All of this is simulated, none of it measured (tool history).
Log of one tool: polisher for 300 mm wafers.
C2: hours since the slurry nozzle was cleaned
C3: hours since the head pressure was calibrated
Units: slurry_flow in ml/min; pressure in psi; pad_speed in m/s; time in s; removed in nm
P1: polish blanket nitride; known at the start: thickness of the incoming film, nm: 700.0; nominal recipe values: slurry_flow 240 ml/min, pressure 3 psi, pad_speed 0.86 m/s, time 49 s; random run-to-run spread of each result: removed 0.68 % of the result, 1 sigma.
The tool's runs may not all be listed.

Run 1, hour 12.8: slurry_flow 240 ml/min, pressure 3 psi, pad_speed 0.86 m/s, time 49 s; wafers polished on this pad 472; C2 231; C3 211.5. Result: removed 66.769 nm.
Run 2, hour 23.4: slurry_flow 240 ml/min, pressure 1.7 psi, pad_speed 0.86 m/s, time 49 s; wafers polished on this pad 591; C2 241.6; C3 222.1. Result: removed 38.958 nm.
Run 3, hour 36.3: slurry_flow 240 ml/min, pressure 3 psi, pad_speed 0.86 m/s, time 49 s; wafers polished on this pad 737; C2 254.5; C3 235. Result: removed 68.091 nm.
Run 4, hour 49.8: slurry_flow 315 ml/min, pressure 3 psi, pad_speed 0.54 m/s, time 49 s; wafers polished on this pad 889; C2 268; C3 248.5. Result: removed 47.926 nm.
Run 5, hour 55.8: slurry_flow 240 ml/min, pressure 3 psi, pad_speed 0.4 m/s, time 49 s; wafers polished on this pad 956; C2 274; C3 254.5. Result: removed 36.94 nm.
At hour 62.1: head pressure recalibrated.
Run 6, hour 63.3: slurry_flow 240 ml/min, pressure 3 psi, pad_speed 0.86 m/s, time 49 s; wafers polished on this pad 1041; C2 281.5; C3 1.2. Result: removed 67.396 nm.
Run 7, hour 73.4: slurry_flow 325 ml/min, pressure 1.5 psi, pad_speed 0.86 m/s, time 49 s; wafers polished on this pad 1154; C2 291.6; C3 11.3. Result: removed 34.617 nm.
Run 8, hour 83.3: slurry_flow 340 ml/min, pressure 3 psi, pad_speed 0.86 m/s, time 49 s; wafers polished on this pad 1266; C2 301.5; C3 21.2. Result: removed 70.435 nm.
Run 9, hour 90.8: slurry_flow 240 ml/min, pressure 3 psi, pad_speed 1.24 m/s, time 49 s; wafers polished on this pad 1350; C2 309; C3 28.7. Result: removed 92.26 nm.
Run 10, hour 98: slurry_flow 240 ml/min, pressure 4.2 psi, pad_speed 0.86 m/s, time 49 s; wafers polished on this pad 1432; C2 316.2; C3 35.9. Result: removed 95.408 nm.
Run 11, hour 107.2: slurry_flow 240 ml/min, pressure 3 psi, pad_speed 0.86 m/s, time 29 s; wafers polished on this pad 1535; C2 325.4; C3 45.1. Result: removed 39.96 nm.
Run 12, hour 117.1: slurry_flow 145 ml/min, pressure 3 psi, pad_speed 0.86 m/s, time 49 s; wafers polished on this pad 1647; C2 335.3; C3 55. Result: removed 63.021 nm.
Run 13, hour 131.1: slurry_flow 240 ml/min, pressure 3 psi, pad_speed 0.86 m/s, time 69 s; wafers polished on this pad 1804; C2 349.3; C3 69. Result: removed 95.801 nm.
Run 14, hour 139.3: slurry_flow 240 ml/min, pressure 2.2 psi, pad_speed 1.1 m/s, time 49 s; wafers polished on this pad 1897; C2 357.5; C3 77.2. Result: removed 60.325 nm.
Run 15, hour 150.3: slurry_flow 240 ml/min, pressure 3 psi, pad_speed 0.86 m/s, time 49 s; wafers polished on this pad 2021; C2 368.5; C3 88.2. Result: removed 68.247 nm.
Run 16, hour 162.9: slurry_flow 240 ml/min, pressure 3 psi, pad_speed 0.86 m/s, time 49 s; wafers polished on this pad 2163; C2 381.1; C3 100.8. Result: removed 67.753 nm.
Run 17, hour 170.2: slurry_flow 240 ml/min, pressure 3 psi, pad_speed 0.86 m/s, time 49 s; wafers polished on this pad 2245; C2 388.4; C3 108.1. Result: removed 66.929 nm.
Run 18, hour 182.2: slurry_flow 240 ml/min, pressure 3 psi, pad_speed 0.86 m/s, time 49 s; wafers polished on this pad 2380; C2 400.4; C3 120.1. Result: removed 65.709 nm.
Run 19, hour 193: slurry_flow 240 ml/min, pressure 3 psi, pad_speed 0.86 m/s, time 49 s; wafers polished on this pad 2502; C2 411.2; C3 130.9. Result: removed 64.132 nm.
Run 20, hour 201.7: slurry_flow 240 ml/min, pressure 3 psi, pad_speed 0.86 m/s, time 49 s; wafers polished on this pad 2600; C2 419.9; C3 139.6. Result: removed 65.119 nm.
Run 21, hour 214.9: slurry_flow 240 ml/min, pressure 3 psi, pad_speed 0.86 m/s, time 49 s; wafers polished on this pad 2748; C2 433.1; C3 152.8. Result: removed 64.663 nm.
At hour 215.8: head pressure recalibrated.
Run 22, hour 223.9: slurry_flow 240 ml/min, pressure 3 psi, pad_speed 0.86 m/s, time 49 s; wafers polished on this pad 2850; C2 442.1; C3 8.1. Result: removed 63.566 nm.
Run 23, hour 233: slurry_flow 240 ml/min, pressure 3 psi, pad_speed 0.86 m/s, time 49 s; wafers polished on this pad 2952; C2 451.2; C3 17.2. Result: removed 63.477 nm.
Run 24, hour 241.7: slurry_flow 240 ml/min, pressure 3 psi, pad_speed 0.86 m/s, time 49 s; wafers polished on this pad 3050; C2 459.9; C3 25.9. Result: removed 63.844 nm.

What does the tool deliver on the next run?
Run 25, hour 250.6: slurry_flow 240 ml/min, pressure 3 psi, pad_speed 0.86 m/s, time 49 s; wafers polished on this pad 3150; C2 468.8; C3 34.8. Result: removed ?.

Run 25 came out at removed 63.507 nm.
